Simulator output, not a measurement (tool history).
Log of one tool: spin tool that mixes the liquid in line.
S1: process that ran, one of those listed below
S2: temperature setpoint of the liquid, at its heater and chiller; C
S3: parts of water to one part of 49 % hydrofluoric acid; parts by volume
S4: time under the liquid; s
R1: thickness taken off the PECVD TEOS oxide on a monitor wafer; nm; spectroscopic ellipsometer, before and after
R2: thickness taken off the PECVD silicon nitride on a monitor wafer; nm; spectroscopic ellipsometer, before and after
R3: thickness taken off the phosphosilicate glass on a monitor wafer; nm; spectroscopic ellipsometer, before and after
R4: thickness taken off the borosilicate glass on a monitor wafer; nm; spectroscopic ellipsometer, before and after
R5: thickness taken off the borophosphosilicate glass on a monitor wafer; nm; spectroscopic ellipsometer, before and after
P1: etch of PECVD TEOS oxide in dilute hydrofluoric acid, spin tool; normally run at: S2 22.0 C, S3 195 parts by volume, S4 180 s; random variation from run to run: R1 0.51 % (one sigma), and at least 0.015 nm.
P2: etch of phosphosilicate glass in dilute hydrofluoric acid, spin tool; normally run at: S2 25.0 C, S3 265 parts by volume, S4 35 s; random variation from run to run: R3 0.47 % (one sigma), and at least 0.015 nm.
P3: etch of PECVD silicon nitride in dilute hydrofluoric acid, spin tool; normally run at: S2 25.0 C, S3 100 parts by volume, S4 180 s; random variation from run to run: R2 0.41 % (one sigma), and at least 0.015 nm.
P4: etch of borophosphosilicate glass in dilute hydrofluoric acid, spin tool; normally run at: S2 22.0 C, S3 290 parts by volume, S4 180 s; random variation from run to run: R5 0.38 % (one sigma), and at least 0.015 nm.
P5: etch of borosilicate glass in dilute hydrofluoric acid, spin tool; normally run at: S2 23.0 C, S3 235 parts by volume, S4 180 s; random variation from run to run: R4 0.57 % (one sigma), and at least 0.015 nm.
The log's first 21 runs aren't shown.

run    day  S1    S2   S3   S4       R1      R2  R3       R4      R5
 22  5.662  P5  23.0  235  180                       12.6060
 23  5.908  P1  17.0  195  180   6.1210
 24  6.079  P1  22.0   75  180  22.3700
 25  6.250  P3  25.0  100  180           9.1226
 26  6.412  P3  25.0  145  180           6.3319
 27  6.592  P1  22.0  195  180   7.4073
 28  6.779  P5  23.0  235   15                        1.0737
 29  6.992  P3  25.0  100  180           9.1411
 30  7.150  P4  22.0  290  180                                20.354
 31  7.379  P1  22.0  330  260   5.5639

Run 32 comes next. What will it give?
 32  7.592  P1  18.5  45  180   ?

R1: 33.3530 nm
